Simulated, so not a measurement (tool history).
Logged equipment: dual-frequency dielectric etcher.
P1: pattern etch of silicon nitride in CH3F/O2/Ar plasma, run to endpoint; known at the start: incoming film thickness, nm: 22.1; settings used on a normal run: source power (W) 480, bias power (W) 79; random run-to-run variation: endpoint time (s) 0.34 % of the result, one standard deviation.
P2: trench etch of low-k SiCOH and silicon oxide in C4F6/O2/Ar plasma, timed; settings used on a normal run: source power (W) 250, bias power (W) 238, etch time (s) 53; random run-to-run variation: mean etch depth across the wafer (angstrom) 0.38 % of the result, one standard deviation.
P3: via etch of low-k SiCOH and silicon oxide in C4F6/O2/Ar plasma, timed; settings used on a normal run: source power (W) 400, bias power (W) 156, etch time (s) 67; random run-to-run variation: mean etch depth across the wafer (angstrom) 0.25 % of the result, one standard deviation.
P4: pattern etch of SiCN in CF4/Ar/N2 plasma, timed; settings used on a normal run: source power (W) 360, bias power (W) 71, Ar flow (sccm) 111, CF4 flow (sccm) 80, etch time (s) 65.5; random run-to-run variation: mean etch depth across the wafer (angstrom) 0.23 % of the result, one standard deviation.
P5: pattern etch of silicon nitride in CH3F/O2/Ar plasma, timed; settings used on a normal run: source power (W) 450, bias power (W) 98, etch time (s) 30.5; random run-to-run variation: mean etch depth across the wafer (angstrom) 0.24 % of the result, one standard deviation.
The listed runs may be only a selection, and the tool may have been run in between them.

run	day	process that ran	source power (W)	bias power (W)	etch time (s)	Ar flow (sccm)	CF4 flow (sccm)	hours since the last wet clean	hours since the last source power generator calibration	hours since the last bias power generator calibration	endpoint time (s)	mean etch depth across the wafer (angstrom)
1	0.488	P1	480	79				207.2	548.3	3183.9	28.472	
2	1.167	P5	450	98	30.5			223.5	564.6	3200.2		247.4
3	1.717	P1	350	79				236.7	577.8	3213.4	32.067	
4	2.317	P1	480	79				251.1	592.2	3227.8	28.464	
5	2.817	P4	480	71	65.5	111	80	263.1	604.2	3239.8		600.66
6	3.479	P1	480	79				279	620.1	3255.7	28.805	
7	4.258	P3	400	156	92.5			297.7	638.8	3274.4		2389.8
8	4.812	P3	400	91	67			311	652.1	3287.7		1479.8
9	5.562	P1	340	53				329	670.1	3305.7	37.065	
10	6.025	P5	580	98	30.5			340.1	681.2	3316.8		270.17
11	6.625	P3	400	156	67			354.5	695.6	3331.2		1729.4
12	7.129	P4	360	71	36	111	80	366.6	707.7	3343.3		256.97
13	7.908	P4	360	92	65.5	111	80	385.3	726.4	3362		515.42
14	8.538	P2	250	238	53			400.4	741.5	3377.1		1551.5
15	9.267	P3	250	156	67			417.9	759	3394.6		1435.2
16	10.05	P2	250	238	33.5			436.7	777.8	3413.4		971.82
17	10.804	P5	450	138	30.5			454.8	795.9	3431.5		279.3
18	11.312	P2	250	159	53			467	808.1	3443.7		1348.2
19	11.775	P1	480	79				478.1	819.2	3454.8	28.461	
20	12.408	P1	620	79				493.3	834.4	3470	25.961	
21	12.821	P3	400	156	67			503.2	844.3	3479.9		1723.2
22	13.217	P1	480	111				512.7	853.8	3489.4	25.408	
23	13.854	P1	480	79				528	869.1	3504.7	28.449	
24	14.654	P1	480	59				547.2	888.3	3523.9	31.685	
# day 15.225: bias power generator calibrated
25	15.275	P1	400	100				562.1	903.2	1.3	27.871	
26	15.671	P1	480	79				571.6	912.7	10.8	28.56	
27	16.433	P4	360	71	65.5	157	80	589.9	931	29.1		443.96
28	17.162	P4	360	71	65.5	111	80	607.4	948.5	46.6		470.34
29	17.567	P2	340	238	53			617.1	958.2	56.3		1730.1
30	17.917	P4	360	71	65.5	111	97	625.5	966.6	64.7		482.34
31	18.504	P1	480	79				639.6	980.7	78.8	28.558	
32	18.908	P5	450	98	45.5			649.3	990.4	88.5		366.78
33	19.446	P1	480	79				662.2	1003.3	101.4	28.473	
34	20.183	P1	480	79				679.9	1021	119.1	28.884	
35	20.771	P1	480	79				694	1035.1	133.2	28.909	
36	21.129	P1	480	79				702.6	1043.7	141.8	28.91	
37	21.762	P1	480	79				717.8	1058.9	157	28.777	
38	22.342	P1	480	79				731.7	1072.8	170.9	29.035	
# day 22.646: wet clean of the chamber
39	22.967	P1	480	79				7.7	1087.8	185.9	29.073	
40	23.496	P1	480	79				20.4	1100.5	198.6	28.858	
41	24.238	P1	480	79				38.2	1118.3	216.4	29.191	
42	24.888	P1	480	79				53.8	1133.9	232	29.052	

What P1 gives has crept off from where it sat before. The 2 causes that follow fit the log equally well, each at the size noted:
A: source power that arrives under what is set, % = 4.42
B: bias power that arrives under what is set, % = 4.86
The process output started creeping at around day 19.446.
Why every other cause is out:
chamber walls in a state that lowers the etch rate, %: serviced at day 22.646, after the drift had started, without restoring the earlier output

Listed below are the offered check runs, one wafer per run, with question marks in place of results. For which of them would the causes give clearly different outcomes?
check 1	25.538	P5	450	128	36							?
check 2	25.538	P2	330	238	53							?
check 3	25.538	P4	360	71	36	111	80					?
check 4	25.538	P3	400	98	85							?

How each check would come out, cause by cause:
check	result	if A	if B
check 1	mean etch depth across the wafer (angstrom)	315.15	314.44
check 2	mean etch depth across the wafer (angstrom)	1683.1	1683.9
check 3	mean etch depth across the wafer (angstrom)	247.76	253.35
check 4	mean etch depth across the wafer (angstrom)	1881	1890.2
Smallest distance between any two causes, each pair judged by its most separating result, in per cent: check 1 0.22 %; check 2 0.05 %; check 3 2.23 %; check 4 0.49 %
Only check 3 tells the causes apart: in the others they would give nearly the same result.

Then check 3 was run and gave: mean etch depth across the wafer (angstrom) 247.42. Which cause is it?

It was cause A: source power that arrives under what is set, %.
